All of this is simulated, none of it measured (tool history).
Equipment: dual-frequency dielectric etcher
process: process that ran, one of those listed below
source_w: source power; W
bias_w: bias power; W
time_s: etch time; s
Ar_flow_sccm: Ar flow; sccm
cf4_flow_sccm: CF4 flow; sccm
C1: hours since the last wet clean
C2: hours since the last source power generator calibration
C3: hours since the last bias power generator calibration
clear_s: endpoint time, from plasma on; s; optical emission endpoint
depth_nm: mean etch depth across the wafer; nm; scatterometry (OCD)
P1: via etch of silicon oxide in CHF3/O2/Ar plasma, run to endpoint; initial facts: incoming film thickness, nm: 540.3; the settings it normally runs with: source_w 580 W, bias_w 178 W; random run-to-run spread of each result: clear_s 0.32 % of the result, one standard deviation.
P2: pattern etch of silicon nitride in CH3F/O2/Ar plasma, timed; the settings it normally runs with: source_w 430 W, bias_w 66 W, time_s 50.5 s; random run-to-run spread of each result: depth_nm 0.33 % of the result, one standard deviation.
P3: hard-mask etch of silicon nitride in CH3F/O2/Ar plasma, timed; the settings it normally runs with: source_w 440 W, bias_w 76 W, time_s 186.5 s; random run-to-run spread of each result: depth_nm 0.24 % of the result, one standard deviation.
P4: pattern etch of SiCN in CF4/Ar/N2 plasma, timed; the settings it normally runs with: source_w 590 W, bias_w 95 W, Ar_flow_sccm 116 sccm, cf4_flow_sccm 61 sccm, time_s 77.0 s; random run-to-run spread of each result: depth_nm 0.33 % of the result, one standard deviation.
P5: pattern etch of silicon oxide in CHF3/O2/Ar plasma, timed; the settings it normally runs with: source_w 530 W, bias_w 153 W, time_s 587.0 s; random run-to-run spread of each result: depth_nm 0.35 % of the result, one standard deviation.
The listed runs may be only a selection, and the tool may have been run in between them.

Run 1, hour 8.2: process P1, source_w 580 W, bias_w 178 W; C1 277.5; C2 3594.1; C3 1026.5. Result: clear_s 277.49 s.
Run 2, hour 15.7: process P3, source_w 440 W, bias_w 76 W, time_s 273.5 s; C1 285.0; C2 3601.6; C3 1034.0. Result: depth_nm 207.050 nm.
Run 3, hour 20.3: process P1, source_w 580 W, bias_w 178 W; C1 289.6; C2 3606.2; C3 1038.6. Result: clear_s 278.16 s.
Run 4, hour 27.1: process P5, source_w 530 W, bias_w 153 W, time_s 587.0 s; C1 296.4; C2 3613.0; C3 1045.4. Result: depth_nm 1050.200 nm.
Run 5, hour 35.5: process P3, source_w 440 W, bias_w 76 W, time_s 186.5 s; C1 304.8; C2 3621.4; C3 1053.8. Result: depth_nm 141.520 nm.
Run 6, hour 40.2: process P3, source_w 440 W, bias_w 44 W, time_s 186.5 s; C1 309.5; C2 3626.1; C3 1058.5. Result: depth_nm 118.540 nm.
Run 7, hour 44.4: process P4, source_w 590 W, bias_w 55 W, time_s 77.0 s, Ar_flow_sccm 116 sccm, cf4_flow_sccm 61 sccm; C1 313.7; C2 3630.3; C3 1062.7. Result: depth_nm 75.232 nm.
Run 8, hour 51.1: process P2, source_w 430 W, bias_w 66 W, time_s 73.0 s; C1 320.4; C2 3637.0; C3 1069.4. Result: depth_nm 50.913 nm.
Run 9, hour 58.7: process P1, source_w 580 W, bias_w 178 W; C1 328.0; C2 3644.6; C3 1077.0. Result: clear_s 278.72 s.
Run 10, hour 65.6: process P4, source_w 590 W, bias_w 95 W, time_s 77.0 s, Ar_flow_sccm 116 sccm, cf4_flow_sccm 61 sccm; C1 334.9; C2 3651.5; C3 1083.9. Result: depth_nm 91.312 nm.
Run 11, hour 71.6: process P4, source_w 590 W, bias_w 95 W, time_s 102.0 s, Ar_flow_sccm 116 sccm, cf4_flow_sccm 61 sccm; C1 340.9; C2 3657.5; C3 1089.9. Result: depth_nm 120.800 nm.
Run 12, hour 75.6: process P1, source_w 580 W, bias_w 178 W; C1 344.9; C2 3661.5; C3 1093.9. Result: clear_s 277.57 s.
Run 13, hour 80.7: process P1, source_w 580 W, bias_w 233 W; C1 350.0; C2 3666.6; C3 1099.0. Result: clear_s 254.55 s.
Run 14, hour 85.4: process P5, source_w 530 W, bias_w 153 W, time_s 323.0 s; C1 354.7; C2 3671.3; C3 1103.7. Result: depth_nm 578.560 nm.
Run 15, hour 90.9: process P4, source_w 590 W, bias_w 95 W, time_s 77.0 s, Ar_flow_sccm 93 sccm, cf4_flow_sccm 61 sccm; C1 360.2; C2 3676.8; C3 1109.2. Result: depth_nm 94.247 nm.
Run 16, hour 98.7: process P1, source_w 580 W, bias_w 130 W; C1 368.0; C2 3684.6; C3 1117.0. Result: clear_s 307.95 s.
Run 17, hour 107.3: process P1, source_w 580 W, bias_w 178 W; C1 376.6; C2 3693.2; C3 1125.6. Result: clear_s 277.91 s.
At hour 113.5: source power generator calibrated.
Run 18, hour 115.2: process P4, source_w 590 W, bias_w 95 W, time_s 77.0 s, Ar_flow_sccm 116 sccm, cf4_flow_sccm 61 sccm; C1 384.5; C2 1.8; C3 1133.5. Result: depth_nm 90.882 nm.
Run 19, hour 123.6: process P3, source_w 260 W, bias_w 76 W, time_s 186.5 s; C1 392.9; C2 10.2; C3 1141.9. Result: depth_nm 115.610 nm.
Run 20, hour 132.1: process P5, source_w 350 W, bias_w 153 W, time_s 587.0 s; C1 401.4; C2 18.7; C3 1150.4. Result: depth_nm 890.480 nm.
Run 21, hour 137.9: process P1, source_w 580 W, bias_w 178 W; C1 407.2; C2 24.5; C3 1156.2. Result: clear_s 277.88 s.
Run 22, hour 143.4: process P1, source_w 770 W, bias_w 238 W; C1 412.7; C2 30.0; C3 1161.7. Result: clear_s 225.78 s.
Run 23, hour 152.0: process P4, source_w 590 W, bias_w 95 W, time_s 77.0 s, Ar_flow_sccm 116 sccm, cf4_flow_sccm 76 sccm; C1 421.3; C2 38.6; C3 1170.3. Result: depth_nm 94.260 nm.
Run 24, hour 158.3: process P1, source_w 580 W, bias_w 178 W; C1 427.6; C2 44.9; C3 1176.6. Result: clear_s 278.61 s.
Run 25, hour 166.3: process P2, source_w 430 W, bias_w 82 W, time_s 50.5 s; C1 435.6; C2 52.9; C3 1184.6. Result: depth_nm 38.078 nm.
Run 26, hour 171.2: process P2, source_w 290 W, bias_w 66 W, time_s 50.5 s; C1 440.5; C2 57.8; C3 1189.5. Result: depth_nm 30.206 nm.
Run 27, hour 175.6: process P1, source_w 710 W, bias_w 216 W; C1 444.9; C2 62.2; C3 1193.9. Result: clear_s 241.34 s.
Run 28, hour 179.9: process P5, source_w 530 W, bias_w 116 W, time_s 587.0 s; C1 449.2; C2 66.5; C3 1198.2. Result: depth_nm 956.960 nm.
Run 29, hour 187.9: process P1, source_w 400 W, bias_w 178 W; C1 457.2; C2 74.5; C3 1206.2. Result: clear_s 319.66 s.
Run 30, hour 195.1: process P4, source_w 740 W, bias_w 95 W, time_s 77.0 s, Ar_flow_sccm 116 sccm, cf4_flow_sccm 61 sccm; C1 464.4; C2 81.7; C3 1213.4. Result: depth_nm 110.340 nm.
Run 31, hour 199.2: process P2, source_w 430 W, bias_w 66 W, time_s 50.5 s; C1 468.5; C2 85.8; C3 1217.5. Result: depth_nm 35.195 nm.
Run 32, hour 203.1: process P1, source_w 780 W, bias_w 178 W; C1 472.4; C2 89.7; C3 1221.4. Result: clear_s 249.54 s.
Run 33, hour 210.8: process P1, source_w 580 W, bias_w 178 W; C1 480.1; C2 97.4; C3 1229.1. Result: clear_s 277.32 s.
Run 34, hour 216.1: process P1, source_w 580 W, bias_w 178 W; C1 485.4; C2 102.7; C3 1234.4. Result: clear_s 280.01 s.
Run 35, hour 224.4: process P1, source_w 580 W, bias_w 178 W; C1 493.7; C2 111.0; C3 1242.7. Result: clear_s 280.19 s.
Run 36, hour 228.8: process P1, source_w 580 W, bias_w 178 W; C1 498.1; C2 115.4; C3 1247.1. Result: clear_s 280.31 s.
Run 37, hour 234.2: process P1, source_w 580 W, bias_w 178 W; C1 503.5; C2 120.8; C3 1252.5. Result: clear_s 280.11 s.
Run 38, hour 242.3: process P1, source_w 580 W, bias_w 178 W; C1 511.6; C2 128.9; C3 1260.6. Result: clear_s 282.29 s.
Run 39, hour 248.4: process P1, source_w 580 W, bias_w 178 W; C1 517.7; C2 135.0; C3 1266.7. Result: clear_s 282.58 s.
At hour 253.2: wet clean of the chamber.
Run 40, hour 253.7: process P1, source_w 580 W, bias_w 178 W; C1 0.5; C2 140.3; C3 1272.0. Result: clear_s 282.10 s.

Run 41 has not been measured yet. What should we expect?
Run 41, hour 259.8: process P1, source_w 580 W, bias_w 178 W; C1 6.6; C2 146.4; C3 1278.1. Result: clear_s ?.

{"run 41": {"clear_s": 282.53}}
